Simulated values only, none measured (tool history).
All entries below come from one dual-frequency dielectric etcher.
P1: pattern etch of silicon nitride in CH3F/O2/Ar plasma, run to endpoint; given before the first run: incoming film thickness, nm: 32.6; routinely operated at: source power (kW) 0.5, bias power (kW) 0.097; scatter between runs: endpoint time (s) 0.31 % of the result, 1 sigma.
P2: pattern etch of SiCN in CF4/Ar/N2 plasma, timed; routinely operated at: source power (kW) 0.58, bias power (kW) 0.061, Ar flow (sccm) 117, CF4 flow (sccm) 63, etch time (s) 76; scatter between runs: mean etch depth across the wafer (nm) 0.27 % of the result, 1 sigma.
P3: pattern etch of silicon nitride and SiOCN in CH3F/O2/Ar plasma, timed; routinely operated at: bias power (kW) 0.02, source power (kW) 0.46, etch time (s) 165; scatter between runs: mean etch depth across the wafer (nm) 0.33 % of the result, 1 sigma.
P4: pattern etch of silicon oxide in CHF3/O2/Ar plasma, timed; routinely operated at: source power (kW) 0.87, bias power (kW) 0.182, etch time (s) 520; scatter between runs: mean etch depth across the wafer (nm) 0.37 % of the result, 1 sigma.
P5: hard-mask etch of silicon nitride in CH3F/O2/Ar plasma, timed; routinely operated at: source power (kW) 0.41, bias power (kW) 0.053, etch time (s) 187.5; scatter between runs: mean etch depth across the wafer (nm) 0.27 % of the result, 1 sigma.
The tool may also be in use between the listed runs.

run	hour	process that ran	source power (kW)	bias power (kW)	etch time (s)	Ar flow (sccm)	CF4 flow (sccm)	hours since the last wet clean	hours since the last source power generator calibration	hours since the last bias power generator calibration	endpoint time (s)	mean etch depth across the wafer (nm)
1	5.8	P1	0.5	0.097				254.3	2094.4	991	38.248	
2	10.1	P3	0.46	0.013	165			258.6	2098.7	995.3		19.685
3	13.8	P4	0.87	0.135	520			262.3	2102.4	999		1064.9
4	19.8	P4	0.87	0.182	716.5			268.3	2108.4	1005		1613.2
5	25.1	P1	0.5	0.097				273.6	2113.7	1010.3	38.543	
6	29	P4	1.09	0.182	520			277.5	2117.6	1014.2		1276.2
7	32.4	P1	0.32	0.097				280.9	2121	1017.6	45.438	
8	38.1	P1	0.5	0.117				286.6	2126.7	1023.3	35.661	
9	43.4	P2	0.38	0.061	76	117	63	291.9	2132	1028.6		51.544
10	48.7	P3	0.46	0.02	165			297.2	2137.3	1033.9		23.341
11	54.1	P4	0.87	0.182	520			302.6	2142.7	1039.3		1168
12	60	P1	0.5	0.078				308.5	2148.6	1045.2	41.191	
13	64.6	P5	0.41	0.053	103			313.1	2153.2	1049.8		63.952
14	69.2	P5	0.41	0.053	187.5			317.7	2157.8	1054.4		116.26
15	73.7	P3	0.28	0.02	165			322.2	2162.3	1058.9		19.633
16	79.1	P2	0.58	0.061	76	158	63	327.6	2167.7	1064.3		70.776
17	85.2	P2	0.58	0.061	76	117	63	333.7	2173.8	1070.4		74.648
18	90.4	P2	0.58	0.061	76	117	63	338.9	2179	1075.6		75.081
19	95.5	P5	0.41	0.072	187.5			344	2184.1	1080.7		128.96
20	100.7	P1	0.5	0.097				349.2	2189.3	1085.9	38.287	
21	105.4	P2	0.58	0.061	47	117	63	353.9	2194	1090.6		46.152
22	111	P1	0.5	0.097				359.5	2199.6	1096.2	38.13	
23	115.8	P1	0.69	0.067				364.3	2204.4	1101	38.395	
24	119.3	P3	0.46	0.02	165			367.8	2207.9	1104.5		23.19
25	122	P2	0.58	0.073	76	117	63	370.5	2210.6	1107.2		79.569
26	127.3	P1	0.5	0.097				375.8	2215.9	1112.5	38.272	
27	130.1	P3	0.46	0.02	222.5			378.6	2218.7	1115.3		31.65
28	136.2	P1	0.5	0.097				384.7	2224.8	1121.4	38.245	
29	139.6	P1	0.5	0.097				388.1	2228.2	1124.8	38.226	
30	143.9	P5	0.29	0.053	187.5			392.4	2232.5	1129.1		102.28
31	149	P5	0.41	0.053	187.5			397.5	2237.6	1134.2		116.11
32	155.1	P1	0.64	0.097				403.6	2243.7	1140.3	35.032	
33	160.8	P2	0.58	0.061	76	117	38	409.3	2249.4	1146		68.514
34	166.4	P1	0.5	0.097				414.9	2255	1151.6	38.38	
35	172.5	P1	0.5	0.097				421	2261.1	1157.7	38.21	
36	176.4	P1	0.5	0.097				424.9	2265	1161.6	37.889	
37	179.2	P1	0.5	0.097				427.7	2267.8	1164.4	38.037	
38	185.4	P1	0.5	0.097				433.9	2274	1170.6	37.853	
39	189.7	P1	0.5	0.097				438.2	2278.3	1174.9	37.976	
40	194.1	P1	0.5	0.097				442.6	2282.7	1179.3	37.781	
41	199.9	P1	0.5	0.097				448.4	2288.5	1185.1	37.826	
# hour 202.6: wet clean of the chamber
42	203.4	P1	0.5	0.097				0.8	2292	1188.6	37.814	
43	207.3	P1	0.5	0.097				4.7	2295.9	1192.5	37.658	
44	211.6	P1	0.5	0.097				9	2300.2	1196.8	37.873	
45	217.2	P1	0.5	0.097				14.6	2305.8	1202.4	37.931	

Something has made what P1 gives creep away from where it was; the 2 causes below, each at its own stated size, fit the log equally well:
A: source power that arrives over what is set, % = 4.23
B: bias power that arrives over what is set, % = 4.39
The drift started at roughly hour 166.4.
Each remaining cause and why it is not a fit:
chamber walls in a state that raises the etch rate, %: serviced at hour 202.6, after the change had begun; the process did not return to its earlier output

Which of the 4 check runs listed below separates the causes, so that each cause would produce a clearly different result? Each run uses one wafer, and its results are marked with question marks.
check 1	222.8	P4	0.87	0.147	520							?
check 2	222.8	P3	0.32	0.02	165							?
check 3	222.8	P2	0.58	0.061	47.5	148	63					?
check 4	222.8	P5	0.41	0.07	187.5							?

Outcome of each check run for each possible cause:
check	result	if A	if B
check 1	mean etch depth across the wafer (nm)	1113	1110
check 2	mean etch depth across the wafer (nm)	20.865	20.963
check 3	mean etch depth across the wafer (nm)	46.536	45.578
check 4	mean etch depth across the wafer (nm)	129.63	129.49
Minimum pairwise separation of causes per check, each pair taken at its best-separating result: check 1 0.27 %; check 2 0.47 %; check 3 2.08 %; check 4 0.11 %
The other checks would show nearly matching results whichever cause is true, so check 3 is the only one that separates the causes.

Check 3 has now been run. It gave: mean etch depth across the wafer (nm) 46.644. Which of the candidate causes is it?

It is A: source power that arrives over what is set, %.
